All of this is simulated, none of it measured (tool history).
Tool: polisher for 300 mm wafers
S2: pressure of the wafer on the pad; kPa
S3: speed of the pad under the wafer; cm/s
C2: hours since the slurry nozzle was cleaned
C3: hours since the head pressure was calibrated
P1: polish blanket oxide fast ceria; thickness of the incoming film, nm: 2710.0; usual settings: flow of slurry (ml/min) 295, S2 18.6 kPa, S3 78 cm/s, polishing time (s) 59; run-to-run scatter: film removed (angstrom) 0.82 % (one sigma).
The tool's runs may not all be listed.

run 1 hour=10.8 | flow_of_slurry_(ml/min)=295 S2=18.6 S3=78 polishing_time_(s)=59 | wafers_polished_on_this_pad=468 C2=286.9 C3=131.8 | film_removed_(angstrom)=6101.7
run 2 hour=21.3 | flow_of_slurry_(ml/min)=295 S2=23.4 S3=78 polishing_time_(s)=59 | wafers_polished_on_this_pad=605 C2=297.4 C3=142.3 | film_removed_(angstrom)=7792.2
run 3 hour=35.1 | flow_of_slurry_(ml/min)=295 S2=18.6 S3=38 polishing_time_(s)=59 | wafers_polished_on_this_pad=784 C2=311.2 C3=156.1 | film_removed_(angstrom)=3023.2
run 4 hour=44.7 | flow_of_slurry_(ml/min)=405 S2=18.6 S3=78 polishing_time_(s)=32 | wafers_polished_on_this_pad=909 C2=320.8 C3=165.7 | film_removed_(angstrom)=3409.1
run 5 hour=57.1 | flow_of_slurry_(ml/min)=295 S2=18.6 S3=78 polishing_time_(s)=59 | wafers_polished_on_this_pad=1070 C2=333.2 C3=178.1 | film_removed_(angstrom)=6163.1
run 6 hour=66.0 | flow_of_slurry_(ml/min)=295 S2=18.6 S3=78 polishing_time_(s)=59 | wafers_polished_on_this_pad=1186 C2=342.1 C3=187.0 | film_removed_(angstrom)=6102.7
run 7 hour=76.6 | flow_of_slurry_(ml/min)=295 S2=18.6 S3=78 polishing_time_(s)=59 | wafers_polished_on_this_pad=1324 C2=352.7 C3=197.6 | film_removed_(angstrom)=6135.8
run 8 hour=91.8 | flow_of_slurry_(ml/min)=295 S2=18.6 S3=78 polishing_time_(s)=94 | wafers_polished_on_this_pad=1521 C2=367.9 C3=212.8 | film_removed_(angstrom)=9707.6
run 9 hour=104.0 | flow_of_slurry_(ml/min)=295 S2=24.1 S3=122 polishing_time_(s)=59 | wafers_polished_on_this_pad=1680 C2=380.1 C3=225.0 | film_removed_(angstrom)=12419.0
run 10 hour=118.8 | flow_of_slurry_(ml/min)=175 S2=18.6 S3=78 polishing_time_(s)=59 | wafers_polished_on_this_pad=1872 C2=394.9 C3=239.8 | film_removed_(angstrom)=5898.1
run 11 hour=127.3 | flow_of_slurry_(ml/min)=295 S2=9.0 S3=78 polishing_time_(s)=59 | wafers_polished_on_this_pad=1983 C2=403.4 C3=248.3 | film_removed_(angstrom)=2992.1
run 12 hour=137.3 | flow_of_slurry_(ml/min)=295 S2=18.6 S3=78 polishing_time_(s)=59 | wafers_polished_on_this_pad=2113 C2=413.4 C3=258.3 | film_removed_(angstrom)=6151.5
run 13 hour=149.4 | flow_of_slurry_(ml/min)=295 S2=18.6 S3=122 polishing_time_(s)=59 | wafers_polished_on_this_pad=2270 C2=425.5 C3=270.4 | film_removed_(angstrom)=9581.6
run 14 hour=163.0 | flow_of_slurry_(ml/min)=455 S2=18.6 S3=78 polishing_time_(s)=59 | wafers_polished_on_this_pad=2447 C2=439.1 C3=284.0 | film_removed_(angstrom)=6288.3
-- hour=169.7 head pressure recalibrated
run 15 hour=177.1 | flow_of_slurry_(ml/min)=295 S2=18.6 S3=78 polishing_time_(s)=59 | wafers_polished_on_this_pad=2630 C2=453.2 C3=7.4 | film_removed_(angstrom)=6243.4
run 16 hour=193.4 | flow_of_slurry_(ml/min)=295 S2=18.6 S3=78 polishing_time_(s)=27 | wafers_polished_on_this_pad=2842 C2=469.5 C3=23.7 | film_removed_(angstrom)=2803.3
run 17 hour=202.2 | flow_of_slurry_(ml/min)=295 S2=18.6 S3=78 polishing_time_(s)=59 | wafers_polished_on_this_pad=2956 C2=478.3 C3=32.5 | film_removed_(angstrom)=6239.4
run 18 hour=217.9 | flow_of_slurry_(ml/min)=295 S2=18.6 S3=78 polishing_time_(s)=59 | wafers_polished_on_this_pad=3161 C2=494.0 C3=48.2 | film_removed_(angstrom)=5934.6
run 19 hour=229.2 | flow_of_slurry_(ml/min)=295 S2=18.6 S3=78 polishing_time_(s)=59 | wafers_polished_on_this_pad=3307 C2=505.3 C3=59.5 | film_removed_(angstrom)=6043.4
run 20 hour=238.7 | flow_of_slurry_(ml/min)=295 S2=18.6 S3=78 polishing_time_(s)=59 | wafers_polished_on_this_pad=3431 C2=514.8 C3=69.0 | film_removed_(angstrom)=5857.6
-- hour=253.0 worn pad replaced by a new one
run 21 hour=253.4 | flow_of_slurry_(ml/min)=295 S2=18.6 S3=78 polishing_time_(s)=59 | wafers_polished_on_this_pad=5 C2=529.5 C3=83.7 | film_removed_(angstrom)=5864.0
run 22 hour=265.9 | flow_of_slurry_(ml/min)=295 S2=18.6 S3=78 polishing_time_(s)=59 | wafers_polished_on_this_pad=168 C2=542.0 C3=96.2 | film_removed_(angstrom)=5956.0

Run 23 comes next. What will it give?
run 23 hour=276.1 | flow_of_slurry_(ml/min)=295 S2=18.6 S3=78 polishing_time_(s)=59 | wafers_polished_on_this_pad=300 C2=552.2 C3=106.4 | film_removed_(angstrom)=?

Run 23 gave film removed (angstrom) 5880.8.
